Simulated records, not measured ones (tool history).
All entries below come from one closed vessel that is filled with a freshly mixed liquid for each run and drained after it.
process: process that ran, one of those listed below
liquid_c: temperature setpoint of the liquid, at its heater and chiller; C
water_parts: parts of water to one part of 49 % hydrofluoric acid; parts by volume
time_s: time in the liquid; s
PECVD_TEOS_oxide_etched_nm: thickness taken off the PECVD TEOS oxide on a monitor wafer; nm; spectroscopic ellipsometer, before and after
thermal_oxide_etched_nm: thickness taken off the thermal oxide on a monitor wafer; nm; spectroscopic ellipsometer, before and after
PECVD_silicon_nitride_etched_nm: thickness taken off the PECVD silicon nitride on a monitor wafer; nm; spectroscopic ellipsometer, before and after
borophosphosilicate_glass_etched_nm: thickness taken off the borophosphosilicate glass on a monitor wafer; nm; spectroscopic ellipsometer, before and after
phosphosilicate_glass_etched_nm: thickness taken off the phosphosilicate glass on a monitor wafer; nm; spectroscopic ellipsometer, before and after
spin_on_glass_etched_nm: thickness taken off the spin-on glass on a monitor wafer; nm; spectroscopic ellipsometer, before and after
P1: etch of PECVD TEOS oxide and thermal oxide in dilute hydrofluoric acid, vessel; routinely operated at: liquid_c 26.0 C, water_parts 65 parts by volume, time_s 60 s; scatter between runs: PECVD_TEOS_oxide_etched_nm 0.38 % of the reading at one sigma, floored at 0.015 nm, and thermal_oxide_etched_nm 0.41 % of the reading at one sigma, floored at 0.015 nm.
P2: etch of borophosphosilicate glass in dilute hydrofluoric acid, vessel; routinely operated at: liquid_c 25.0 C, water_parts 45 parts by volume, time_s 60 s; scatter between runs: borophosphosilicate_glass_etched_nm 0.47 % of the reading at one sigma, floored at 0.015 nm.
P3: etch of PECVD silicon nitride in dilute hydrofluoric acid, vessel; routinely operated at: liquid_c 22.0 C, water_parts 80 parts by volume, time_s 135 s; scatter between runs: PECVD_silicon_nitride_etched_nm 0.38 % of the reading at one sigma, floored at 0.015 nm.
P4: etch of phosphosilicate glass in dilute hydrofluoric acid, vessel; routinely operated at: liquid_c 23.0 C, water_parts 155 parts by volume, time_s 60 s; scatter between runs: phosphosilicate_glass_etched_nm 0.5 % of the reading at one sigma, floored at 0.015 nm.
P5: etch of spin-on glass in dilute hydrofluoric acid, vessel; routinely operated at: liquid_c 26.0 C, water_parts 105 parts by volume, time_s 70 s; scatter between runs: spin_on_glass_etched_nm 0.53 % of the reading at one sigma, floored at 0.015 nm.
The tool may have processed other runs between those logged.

run	day	process	liquid_c	water_parts	time_s	hours since the thermometer was replaced	hours since the hydrofluoric acid flow meter was replaced	PECVD_TEOS_oxide_etched_nm	thermal_oxide_etched_nm	PECVD_silicon_nitride_etched_nm	borophosphosilicate_glass_etched_nm	phosphosilicate_glass_etched_nm	spin_on_glass_etched_nm
1	0.483	P1	26.0	65	60	553.0	1333.4	18.0200	4.9832				
2	1.042	P1	31.0	65	60	566.4	1346.8	22.0450	6.0944				
3	1.621	P3	22.0	80	200	580.3	1360.7			8.3108			
4	2.121	P1	26.0	65	60	592.3	1372.7	18.1130	5.0257				
5	2.383	P1	26.0	65	60	598.6	1379.0	18.2060	5.0052				
6	2.771	P1	26.0	45	95	607.9	1388.3	42.5260	11.7340				
7	3.054	P2	25.0	45	30	614.7	1395.1				29.189		
8	3.429	P3	17.0	80	135	623.7	1404.1			3.9608			
9	4.012	P4	23.0	155	60	637.7	1418.1					58.852	
10	4.588	P1	26.0	35	60	651.5	1431.9	35.0720	9.6509				
11	4.888	P1	26.0	65	30	658.7	1439.1	9.0482	2.5065				
12	5.329	P5	33.0	105	70	669.3	1449.7						29.8400
13	5.646	P4	23.0	155	30	676.9	1457.3					29.813	
14	6.225	P1	18.5	65	60	690.8	1471.2	13.2570	3.6820				
15	6.492	P1	26.0	65	90	697.2	1477.6	27.3020	7.4606				
16	7.008	P4	23.0	155	60	709.6	1490.0					59.838	
17	7.408	P5	26.0	150	70	719.2	1499.6						15.2050
18	8.012	P5	26.0	105	30	733.7	1514.1						9.8511
19	8.554	P5	26.0	105	70	746.7	1527.1						22.9590
20	9.162	P1	26.0	90	85	761.3	1541.7	17.8290	4.9604				
21	9.546	P1	26.0	65	60	770.5	1550.9	18.0680	5.0023				
22	10.133	P3	22.0	80	135	784.6	1565.0			5.5846			
23	10.608	P1	18.5	65	30	796.0	1576.4	6.6104	1.8459				
24	11.158	P1	26.0	65	60	809.2	1589.6	18.1610	4.9707				
25	11.721	P2	25.0	45	60	822.7	1603.1				57.924		
26	11.983	P2	17.0	45	60	829.0	1609.4				41.554		
27	12.512	P3	22.0	130	135	841.7	1622.1			3.4596			
28	13.083	P3	22.0	80	135	855.4	1635.8			5.5859			
29	13.546	P4	17.0	155	60	866.5	1646.9					47.079	
30	13.908	P2	25.0	80	60	875.2	1655.6				31.305		
31	14.429	P4	23.0	65	60	887.7	1668.1					159.230	
32	14.975	P1	26.0	105	60	900.8	1681.2	10.6250	2.9372				
33	15.279	P1	26.0	65	60	908.1	1688.5	18.1280	4.9684				
34	15.821	P1	26.0	65	60	921.1	1701.5	18.7720	5.1293				
35	16.154	P1	26.0	65	60	929.1	1709.5	18.9680	5.2419				

Forecast run 36:
36	16.458	P1	26.0	65	60	936.4	1716.8	?	?				

PECVD_TEOS_oxide_etched_nm: 19.1470 nm
thermal_oxide_etched_nm: 5.2882 nm
